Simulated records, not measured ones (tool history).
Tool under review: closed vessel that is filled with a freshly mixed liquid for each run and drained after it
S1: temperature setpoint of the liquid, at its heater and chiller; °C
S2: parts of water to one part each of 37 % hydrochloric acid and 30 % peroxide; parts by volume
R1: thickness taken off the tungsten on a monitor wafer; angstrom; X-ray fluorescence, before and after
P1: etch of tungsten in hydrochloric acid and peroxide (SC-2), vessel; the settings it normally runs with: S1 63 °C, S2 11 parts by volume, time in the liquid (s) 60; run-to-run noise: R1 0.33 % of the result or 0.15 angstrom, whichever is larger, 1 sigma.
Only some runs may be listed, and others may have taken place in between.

Run 1, hour 12.5: S1 63 °C, S2 11 parts by volume, time in the liquid (s) 60. Result: R1 253.58 angstrom.
Run 2, hour 27.2: S1 63 °C, S2 4 parts by volume, time in the liquid (s) 60. Result: R1 545.99 angstrom.
At hour 40: thermometer replaced.
Run 3, hour 40.5: S1 72 °C, S2 7 parts by volume, time in the liquid (s) 60. Result: R1 625.38 angstrom.
Run 4, hour 48.8: S1 72 °C, S2 11 parts by volume, time in the liquid (s) 60. Result: R1 432.06 angstrom.
Run 5, hour 65.6: S1 63 °C, S2 11 parts by volume, time in the liquid (s) 120. Result: R1 503.89 angstrom.
Run 6, hour 78: S1 63 °C, S2 11 parts by volume, time in the liquid (s) 60. Result: R1 252.9 angstrom.
Run 7, hour 92.4: S1 63 °C, S2 11 parts by volume, time in the liquid (s) 30. Result: R1 126.59 angstrom.
Run 8, hour 106.5: S1 63 °C, S2 11 parts by volume, time in the liquid (s) 60. Result: R1 253.02 angstrom.
Run 9, hour 114.4: S1 72 °C, S2 11 parts by volume, time in the liquid (s) 30. Result: R1 216.9 angstrom.
Run 10, hour 126: S1 47 °C, S2 11 parts by volume, time in the liquid (s) 60. Result: R1 89.61 angstrom.
Run 11, hour 139.5: S1 53 °C, S2 11 parts by volume, time in the liquid (s) 30. Result: R1 67.045 angstrom.
Run 12, hour 150.5: S1 63 °C, S2 18 parts by volume, time in the liquid (s) 60. Result: R1 164.26 angstrom.
Run 13, hour 166.7: S1 63 °C, S2 11 parts by volume, time in the liquid (s) 60. Result: R1 254.67 angstrom.
Run 14, hour 178.3: S1 63 °C, S2 11 parts by volume, time in the liquid (s) 60. Result: R1 252.35 angstrom.
Run 15, hour 194.8: S1 63 °C, S2 11 parts by volume, time in the liquid (s) 60. Result: R1 252.77 angstrom.
Run 16, hour 208.5: S1 63 °C, S2 11 parts by volume, time in the liquid (s) 60. Result: R1 254.33 angstrom.
Run 17, hour 217.3: S1 63 °C, S2 11 parts by volume, time in the liquid (s) 60. Result: R1 245.11 angstrom.
Run 18, hour 232.7: S1 63 °C, S2 11 parts by volume, time in the liquid (s) 60. Result: R1 235.84 angstrom.
Run 19, hour 243.6: S1 63 °C, S2 11 parts by volume, time in the liquid (s) 60. Result: R1 233.85 angstrom.
Run 20, hour 251.6: S1 63 °C, S2 11 parts by volume, time in the liquid (s) 60. Result: R1 231.85 angstrom.
Run 21, hour 264.6: S1 63 °C, S2 11 parts by volume, time in the liquid (s) 60. Result: R1 229.77 angstrom.
At hour 265: new drum of peroxide connected.
Run 22, hour 281.7: S1 63 °C, S2 11 parts by volume, time in the liquid (s) 60. Result: R1 229.33 angstrom.
Run 23, hour 289.5: S1 63 °C, S2 11 parts by volume, time in the liquid (s) 60. Result: R1 227.68 angstrom.
Run 24, hour 297.1: S1 63 °C, S2 11 parts by volume, time in the liquid (s) 60. Result: R1 229.9 angstrom.

P1 no longer gives what it gave before; its output has crept away from where it was. The following 2 causes, each at its listed size, fit the log equally well:
A: liquid colder than its thermometer reads (K) = 1.66
B: chemicals flow below the setpoint (%) = 11.3
At approximately hour 208.5, the process output began to creep.
All other causes, with the reason each is excluded:
peroxide weaker than its label (%): its service at hour 265 followed the start of the drift and did not put the process back to its old value

Which of the 4 check runs listed below, each an average over 2 wafers with its results shown as question marks, gives clearly different results under the different listed causes?
Run check 1, hour 304.7: S1 54.5 °C, S2 11 parts by volume, time in the liquid (s) 60. Result: R1 ?.
Run check 2, hour 304.7: S1 63 °C, S2 17 parts by volume, time in the liquid (s) 60. Result: R1 ?.
Run check 3, hour 304.7: S1 63 °C, S2 4 parts by volume, time in the liquid (s) 90. Result: R1 ?.
Run check 4, hour 304.7: S1 54 °C, S2 11 parts by volume, time in the liquid (s) 30. Result: R1 ?.

Predicted outcomes, by check and by cause:
  check  result    if A    if B
check 1      R1  132.76  133.54
check 2      R1  156.31   155.5
check 3      R1  742.46  758.38
check 4      R1  64.238  64.637
Smallest distance between any two causes, each pair judged by its most separating result, in per cent: check 1 0.59 %; check 2 0.52 %; check 3 2.12 %; check 4 0.62 %
Only check 3 tells the causes apart: in the others they would give nearly the same result.

Running check 3 produced the following: R1 743 angstrom. Which one of the listed causes fits?

A is the cause: liquid colder than its thermometer reads (K).

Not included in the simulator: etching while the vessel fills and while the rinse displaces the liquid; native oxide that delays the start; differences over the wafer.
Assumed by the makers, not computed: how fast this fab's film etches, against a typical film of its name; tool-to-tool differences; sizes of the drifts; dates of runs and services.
